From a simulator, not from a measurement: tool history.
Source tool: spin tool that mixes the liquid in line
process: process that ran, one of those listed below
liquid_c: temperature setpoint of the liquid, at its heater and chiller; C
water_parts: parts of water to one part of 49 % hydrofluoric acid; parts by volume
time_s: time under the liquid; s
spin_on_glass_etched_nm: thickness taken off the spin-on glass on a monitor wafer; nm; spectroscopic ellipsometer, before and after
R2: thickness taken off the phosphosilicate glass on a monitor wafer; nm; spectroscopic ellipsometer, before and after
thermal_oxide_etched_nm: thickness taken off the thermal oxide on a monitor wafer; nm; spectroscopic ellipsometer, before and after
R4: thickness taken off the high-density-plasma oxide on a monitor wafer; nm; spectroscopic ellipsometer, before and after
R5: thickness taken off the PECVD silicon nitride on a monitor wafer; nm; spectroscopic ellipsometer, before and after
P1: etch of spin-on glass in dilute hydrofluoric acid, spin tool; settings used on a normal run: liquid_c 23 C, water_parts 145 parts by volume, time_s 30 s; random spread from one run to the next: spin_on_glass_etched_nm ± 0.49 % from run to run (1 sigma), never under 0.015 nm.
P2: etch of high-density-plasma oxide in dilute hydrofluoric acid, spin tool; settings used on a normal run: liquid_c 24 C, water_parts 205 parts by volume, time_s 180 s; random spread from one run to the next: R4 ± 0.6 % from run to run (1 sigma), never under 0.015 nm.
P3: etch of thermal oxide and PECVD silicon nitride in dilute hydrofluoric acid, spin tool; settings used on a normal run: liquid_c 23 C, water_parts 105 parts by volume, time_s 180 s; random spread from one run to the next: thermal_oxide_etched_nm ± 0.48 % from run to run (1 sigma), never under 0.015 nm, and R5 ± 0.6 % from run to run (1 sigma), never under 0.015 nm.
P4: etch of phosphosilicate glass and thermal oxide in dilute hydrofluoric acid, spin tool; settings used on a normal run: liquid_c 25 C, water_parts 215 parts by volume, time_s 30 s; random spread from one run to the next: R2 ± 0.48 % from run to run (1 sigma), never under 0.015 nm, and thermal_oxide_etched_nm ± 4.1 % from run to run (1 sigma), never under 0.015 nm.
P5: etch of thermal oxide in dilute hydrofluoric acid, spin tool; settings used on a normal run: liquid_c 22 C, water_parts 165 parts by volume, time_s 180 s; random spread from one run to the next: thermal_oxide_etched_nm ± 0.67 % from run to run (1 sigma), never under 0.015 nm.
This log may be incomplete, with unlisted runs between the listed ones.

{"run": 1, "hour": 14.9, "process": "P1", "liquid_c": 23, "water_parts": 145, "time_s": 30, "spin_on_glass_etched_nm": 7.999}
{"run": 2, "hour": 26.3, "process": "P1", "liquid_c": 31, "water_parts": 145, "time_s": 30, "spin_on_glass_etched_nm": 10.782}
{"run": 3, "hour": 40.1, "process": "P1", "liquid_c": 17, "water_parts": 145, "time_s": 30, "spin_on_glass_etched_nm": 6.3568}
{"run": 4, "hour": 52.1, "process": "P4", "liquid_c": 25, "water_parts": 215, "time_s": 30, "R2": 11.588, "thermal_oxide_etched_nm": 0.5541}
{"run": 5, "hour": 60.1, "process": "P2", "liquid_c": 24, "water_parts": 205, "time_s": 20, "R4": 0.55569}
{"run": 6, "hour": 70.8, "process": "P1", "liquid_c": 23, "water_parts": 235, "time_s": 15, "spin_on_glass_etched_nm": 2.2342}
{"run": 7, "hour": 86.4, "process": "P1", "liquid_c": 23, "water_parts": 145, "time_s": 30, "spin_on_glass_etched_nm": 7.971}
{"run": 8, "hour": 101.5, "process": "P1", "liquid_c": 23, "water_parts": 145, "time_s": 30, "spin_on_glass_etched_nm": 7.9792}
{"run": 9, "hour": 114.2, "process": "P1", "liquid_c": 23, "water_parts": 145, "time_s": 30, "spin_on_glass_etched_nm": 8.0709}
{"run": 10, "hour": 131.0, "process": "P5", "liquid_c": 22, "water_parts": 165, "time_s": 350, "thermal_oxide_etched_nm": 8.2691}
{"run": 11, "hour": 139.2, "process": "P5", "liquid_c": 22, "water_parts": 245, "time_s": 180, "thermal_oxide_etched_nm": 2.644}
{"run": 12, "hour": 152.5, "process": "P2", "liquid_c": 31, "water_parts": 205, "time_s": 180, "R4": 6.6755}
{"run": 13, "hour": 160.7, "process": "P1", "liquid_c": 23, "water_parts": 145, "time_s": 50, "spin_on_glass_etched_nm": 13.438}
{"run": 14, "hour": 174.2, "process": "P3", "liquid_c": 23, "water_parts": 105, "time_s": 180, "thermal_oxide_etched_nm": 7.8565, "R5": 5.739}
{"run": 15, "hour": 181.9, "process": "P5", "liquid_c": 27.5, "water_parts": 165, "time_s": 180, "thermal_oxide_etched_nm": 5.2639}
{"run": 16, "hour": 190.1, "process": "P2", "liquid_c": 24, "water_parts": 205, "time_s": 180, "R4": 5.1621}
{"run": 17, "hour": 200.4, "process": "P3", "liquid_c": 27.5, "water_parts": 105, "time_s": 180, "thermal_oxide_etched_nm": 9.3604, "R5": 7.7296}
{"run": 18, "hour": 209.5, "process": "P3", "liquid_c": 23, "water_parts": 150, "time_s": 180, "thermal_oxide_etched_nm": 5.2199, "R5": 4.0532}
{"run": 19, "hour": 222.6, "process": "P4", "liquid_c": 30.5, "water_parts": 215, "time_s": 30, "R2": 14.203, "thermal_oxide_etched_nm": 0.73634}
{"run": 20, "hour": 234.8, "process": "P1", "liquid_c": 23, "water_parts": 85, "time_s": 30, "spin_on_glass_etched_nm": 14.661}
{"run": 21, "hour": 245.8, "process": "P3", "liquid_c": 23, "water_parts": 105, "time_s": 290, "thermal_oxide_etched_nm": 12.558, "R5": 9.3014}
{"run": 22, "hour": 255.3, "process": "P4", "liquid_c": 25, "water_parts": 315, "time_s": 30, "R2": 7.1856, "thermal_oxide_etched_nm": 0.34344}
{"run": 23, "hour": 266.0, "process": "P1", "liquid_c": 23, "water_parts": 145, "time_s": 30, "spin_on_glass_etched_nm": 8.0545}
{"run": 24, "hour": 274.7, "process": "P1", "liquid_c": 23, "water_parts": 145, "time_s": 30, "spin_on_glass_etched_nm": 7.9718}
{"run": 25, "hour": 289.1, "process": "P4", "liquid_c": 25, "water_parts": 215, "time_s": 15, "R2": 5.8521, "thermal_oxide_etched_nm": 0.29184}
{"run": 26, "hour": 297.8, "process": "P4", "liquid_c": 25, "water_parts": 215, "time_s": 30, "R2": 11.663, "thermal_oxide_etched_nm": 0.53956}
{"run": 27, "hour": 309.2, "process": "P1", "liquid_c": 23, "water_parts": 230, "time_s": 30, "spin_on_glass_etched_nm": 4.587}
{"run": 28, "hour": 326.3, "process": "P1", "liquid_c": 23, "water_parts": 145, "time_s": 15, "spin_on_glass_etched_nm": 3.9926}
{"run": 29, "hour": 341.2, "process": "P2", "liquid_c": 24, "water_parts": 205, "time_s": 180, "R4": 5.1516}
{"run": 30, "hour": 352.6, "process": "P1", "liquid_c": 23, "water_parts": 145, "time_s": 30, "spin_on_glass_etched_nm": 7.9854}
{"run": 31, "hour": 362.4, "process": "P2", "liquid_c": 24, "water_parts": 55, "time_s": 180, "R4": 23.014}
{"run": 32, "hour": 376.5, "process": "P5", "liquid_c": 22, "water_parts": 165, "time_s": 180, "thermal_oxide_etched_nm": 4.2914}
{"run": 33, "hour": 392.4, "process": "P1", "liquid_c": 18, "water_parts": 230, "time_s": 30, "spin_on_glass_etched_nm": 3.8243}
{"run": 34, "hour": 406.6, "process": "P1", "liquid_c": 23, "water_parts": 145, "time_s": 30, "spin_on_glass_etched_nm": 8.0088}
{"run": 35, "hour": 415.7, "process": "P1", "liquid_c": 23, "water_parts": 145, "time_s": 30, "spin_on_glass_etched_nm": 8.1236}
{"run": 36, "hour": 426.5, "process": "P1", "liquid_c": 23, "water_parts": 145, "time_s": 30, "spin_on_glass_etched_nm": 8.1811}
{"run": 37, "hour": 435.8, "process": "P1", "liquid_c": 23, "water_parts": 145, "time_s": 30, "spin_on_glass_etched_nm": 8.3032}
{"run": 38, "hour": 448.0, "process": "P1", "liquid_c": 23, "water_parts": 145, "time_s": 30, "spin_on_glass_etched_nm": 8.3593}

The next listed run, before its measurement:
{"run": 39, "hour": 459.8, "process": "P1", "liquid_c": 23, "water_parts": 145, "time_s": 30, "spin_on_glass_etched_nm": "?"}

{"run 39": {"spin_on_glass_etched_nm": 8.4151}}
